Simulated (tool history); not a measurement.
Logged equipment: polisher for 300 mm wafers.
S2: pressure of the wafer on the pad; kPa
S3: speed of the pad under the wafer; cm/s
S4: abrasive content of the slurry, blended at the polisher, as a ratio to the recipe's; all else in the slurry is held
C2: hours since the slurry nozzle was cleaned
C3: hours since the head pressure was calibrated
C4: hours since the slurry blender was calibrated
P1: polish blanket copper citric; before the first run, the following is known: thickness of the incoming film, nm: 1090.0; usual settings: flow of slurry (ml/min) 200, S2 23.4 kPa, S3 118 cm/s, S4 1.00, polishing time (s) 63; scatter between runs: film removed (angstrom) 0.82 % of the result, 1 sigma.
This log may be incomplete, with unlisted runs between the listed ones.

Run 1, hour 9.5: flow of slurry (ml/min) 200, S2 23.4 kPa, S3 118 cm/s, S4 1.00, polishing time (s) 63; wafers polished on this pad 198; C2 142.3; C3 314.1; C4 101.1. Result: film removed (angstrom) 2057.1.
Run 2, hour 16.1: flow of slurry (ml/min) 295, S2 23.4 kPa, S3 70 cm/s, S4 1.00, polishing time (s) 63; wafers polished on this pad 247; C2 148.9; C3 320.7; C4 107.7. Result: film removed (angstrom) 1268.2.
Run 3, hour 27.7: flow of slurry (ml/min) 200, S2 23.4 kPa, S3 118 cm/s, S4 0.55, polishing time (s) 63; wafers polished on this pad 333; C2 160.5; C3 332.3; C4 119.3. Result: film removed (angstrom) 1831.3.
Run 4, hour 40.4: flow of slurry (ml/min) 200, S2 23.4 kPa, S3 118 cm/s, S4 1.00, polishing time (s) 63; wafers polished on this pad 427; C2 173.2; C3 345.0; C4 132.0. Result: film removed (angstrom) 2020.8.
Run 5, hour 50.0: flow of slurry (ml/min) 200, S2 23.4 kPa, S3 118 cm/s, S4 1.00, polishing time (s) 63; wafers polished on this pad 499; C2 182.8; C3 354.6; C4 141.6. Result: film removed (angstrom) 2060.9.
Run 6, hour 57.9: flow of slurry (ml/min) 120, S2 23.4 kPa, S3 118 cm/s, S4 1.00, polishing time (s) 63; wafers polished on this pad 557; C2 190.7; C3 362.5; C4 149.5. Result: film removed (angstrom) 1895.3.
Run 7, hour 65.1: flow of slurry (ml/min) 200, S2 23.4 kPa, S3 118 cm/s, S4 1.00, polishing time (s) 90; wafers polished on this pad 611; C2 197.9; C3 369.7; C4 156.7. Result: film removed (angstrom) 2951.6.
Run 8, hour 72.1: flow of slurry (ml/min) 200, S2 12.4 kPa, S3 118 cm/s, S4 1.00, polishing time (s) 63; wafers polished on this pad 663; C2 204.9; C3 376.7; C4 163.7. Result: film removed (angstrom) 1102.7.
Run 9, hour 81.4: flow of slurry (ml/min) 200, S2 23.4 kPa, S3 118 cm/s, S4 1.45, polishing time (s) 63; wafers polished on this pad 732; C2 214.2; C3 386.0; C4 173.0. Result: film removed (angstrom) 2207.7.
At hour 89.9: head pressure recalibrated.
Run 10, hour 94.1: flow of slurry (ml/min) 200, S2 23.4 kPa, S3 64 cm/s, S4 1.00, polishing time (s) 63; wafers polished on this pad 826; C2 226.9; C3 4.2; C4 185.7. Result: film removed (angstrom) 1141.1.
Run 11, hour 103.5: flow of slurry (ml/min) 200, S2 30.3 kPa, S3 118 cm/s, S4 1.00, polishing time (s) 63; wafers polished on this pad 896; C2 236.3; C3 13.6; C4 195.1. Result: film removed (angstrom) 2585.4.
Run 12, hour 110.3: flow of slurry (ml/min) 200, S2 23.4 kPa, S3 184 cm/s, S4 1.00, polishing time (s) 63; wafers polished on this pad 947; C2 243.1; C3 20.4; C4 201.9. Result: film removed (angstrom) 3197.3.
Run 13, hour 119.0: flow of slurry (ml/min) 200, S2 23.4 kPa, S3 118 cm/s, S4 1.00, polishing time (s) 63; wafers polished on this pad 1011; C2 251.8; C3 29.1; C4 210.6. Result: film removed (angstrom) 2048.2.
Run 14, hour 127.1: flow of slurry (ml/min) 200, S2 23.4 kPa, S3 118 cm/s, S4 1.00, polishing time (s) 63; wafers polished on this pad 1071; C2 259.9; C3 37.2; C4 218.7. Result: film removed (angstrom) 2039.4.
Run 15, hour 132.8: flow of slurry (ml/min) 200, S2 23.4 kPa, S3 118 cm/s, S4 1.00, polishing time (s) 39; wafers polished on this pad 1114; C2 265.6; C3 42.9; C4 224.4. Result: film removed (angstrom) 1274.1.
Run 16, hour 142.1: flow of slurry (ml/min) 200, S2 23.4 kPa, S3 118 cm/s, S4 1.00, polishing time (s) 63; wafers polished on this pad 1183; C2 274.9; C3 52.2; C4 233.7. Result: film removed (angstrom) 2049.0.
Run 17, hour 149.6: flow of slurry (ml/min) 285, S2 23.4 kPa, S3 118 cm/s, S4 1.00, polishing time (s) 63; wafers polished on this pad 1238; C2 282.4; C3 59.7; C4 241.2. Result: film removed (angstrom) 2127.4.
Run 18, hour 160.8: flow of slurry (ml/min) 200, S2 23.4 kPa, S3 118 cm/s, S4 1.00, polishing time (s) 63; wafers polished on this pad 1322; C2 293.6; C3 70.9; C4 252.4. Result: film removed (angstrom) 2061.9.
Run 19, hour 170.6: flow of slurry (ml/min) 200, S2 23.4 kPa, S3 118 cm/s, S4 1.00, polishing time (s) 63; wafers polished on this pad 1394; C2 303.4; C3 80.7; C4 262.2. Result: film removed (angstrom) 2040.8.
Run 20, hour 179.4: flow of slurry (ml/min) 200, S2 23.4 kPa, S3 118 cm/s, S4 1.00, polishing time (s) 63; wafers polished on this pad 1460; C2 312.2; C3 89.5; C4 271.0. Result: film removed (angstrom) 2005.5.
Run 21, hour 185.5: flow of slurry (ml/min) 200, S2 23.4 kPa, S3 118 cm/s, S4 1.00, polishing time (s) 63; wafers polished on this pad 1505; C2 318.3; C3 95.6; C4 277.1. Result: film removed (angstrom) 1976.7.
Run 22, hour 195.0: flow of slurry (ml/min) 200, S2 23.4 kPa, S3 118 cm/s, S4 1.00, polishing time (s) 63; wafers polished on this pad 1576; C2 327.8; C3 105.1; C4 286.6. Result: film removed (angstrom) 1981.8.
Run 23, hour 202.2: flow of slurry (ml/min) 200, S2 23.4 kPa, S3 118 cm/s, S4 1.00, polishing time (s) 63; wafers polished on this pad 1629; C2 335.0; C3 112.3; C4 293.8. Result: film removed (angstrom) 1964.9.
At hour 208.9: slurry blender recalibrated.
Run 24, hour 214.0: flow of slurry (ml/min) 200, S2 23.4 kPa, S3 118 cm/s, S4 1.00, polishing time (s) 63; wafers polished on this pad 1717; C2 346.8; C3 124.1; C4 5.2. Result: film removed (angstrom) 1950.9.
Run 25, hour 224.6: flow of slurry (ml/min) 200, S2 23.4 kPa, S3 118 cm/s, S4 1.00, polishing time (s) 63; wafers polished on this pad 1796; C2 357.4; C3 134.7; C4 15.8. Result: film removed (angstrom) 1932.1.
At hour 225.4: head pressure recalibrated.
Run 26, hour 232.4: flow of slurry (ml/min) 200, S2 23.4 kPa, S3 118 cm/s, S4 1.00, polishing time (s) 63; wafers polished on this pad 1853; C2 365.2; C3 7.0; C4 23.6. Result: film removed (angstrom) 1914.9.
Run 27, hour 244.8: flow of slurry (ml/min) 200, S2 23.4 kPa, S3 118 cm/s, S4 1.00, polishing time (s) 63; wafers polished on this pad 1946; C2 377.6; C3 19.4; C4 36.0. Result: film removed (angstrom) 1931.4.
Run 28, hour 257.0: flow of slurry (ml/min) 200, S2 23.4 kPa, S3 118 cm/s, S4 1.00, polishing time (s) 63; wafers polished on this pad 2036; C2 389.8; C3 31.6; C4 48.2. Result: film removed (angstrom) 1898.1.
Run 29, hour 263.5: flow of slurry (ml/min) 200, S2 23.4 kPa, S3 118 cm/s, S4 1.00, polishing time (s) 63; wafers polished on this pad 2084; C2 396.3; C3 38.1; C4 54.7. Result: film removed (angstrom) 1919.0.

The output of P1 has drifted from where it used to be. Each of the 2 causes below, taken at the size shown beside it, accounts for the log equally well:
A: slurry flow missing at the pad, % = 33
B: removal rate lost through wear of the pad, % = 6.19
The onset of the drift is placed at about hour 160.8.
All other causes, with the reason each is excluded:
head's pressure below its setpoint, %: serviced at hour 225.4, after the drift had started, without restoring the earlier output
abrasive missing from the slurry, %: serviced at hour 208.9, after the drift had started, without restoring the earlier output

Which of the 4 check runs listed below, each an average over 3 wafers with its results shown as question marks, gives clearly different results under the different listed causes?
Run check 1, hour 270.0: flow of slurry (ml/min) 200, S2 23.4 kPa, S3 72 cm/s, S4 0.55, polishing time (s) 63. Result: film removed (angstrom) ?.
Run check 2, hour 270.0: flow of slurry (ml/min) 200, S2 23.4 kPa, S3 118 cm/s, S4 1.25, polishing time (s) 87. Result: film removed (angstrom) ?.
Run check 3, hour 270.0: flow of slurry (ml/min) 200, S2 23.4 kPa, S3 118 cm/s, S4 1.35, polishing time (s) 63. Result: film removed (angstrom) ?.
Run check 4, hour 270.0: flow of slurry (ml/min) 120, S2 23.4 kPa, S3 118 cm/s, S4 1.00, polishing time (s) 63. Result: film removed (angstrom) ?.

What each check would give under each cause:
  check                   result    if A    if B
check 1  film removed (angstrom)  1051.0  1051.1
check 2  film removed (angstrom)  2792.5  2792.7
check 3  film removed (angstrom)  2056.8  2057.0
check 4  film removed (angstrom)  1702.3  1767.6
How far apart the two closest causes lie, in the result that separates them most: check 1 0.01 %; check 2 0.01 %; check 3 0.01 %; check 4 3.77 %
Check 4 distinguishes between the causes, while the remaining checks would return nearly the same result for all of them.

Here is what check 4 returned: film removed (angstrom) 1702.3. Which cause is it?

It is A: slurry flow missing at the pad, %.
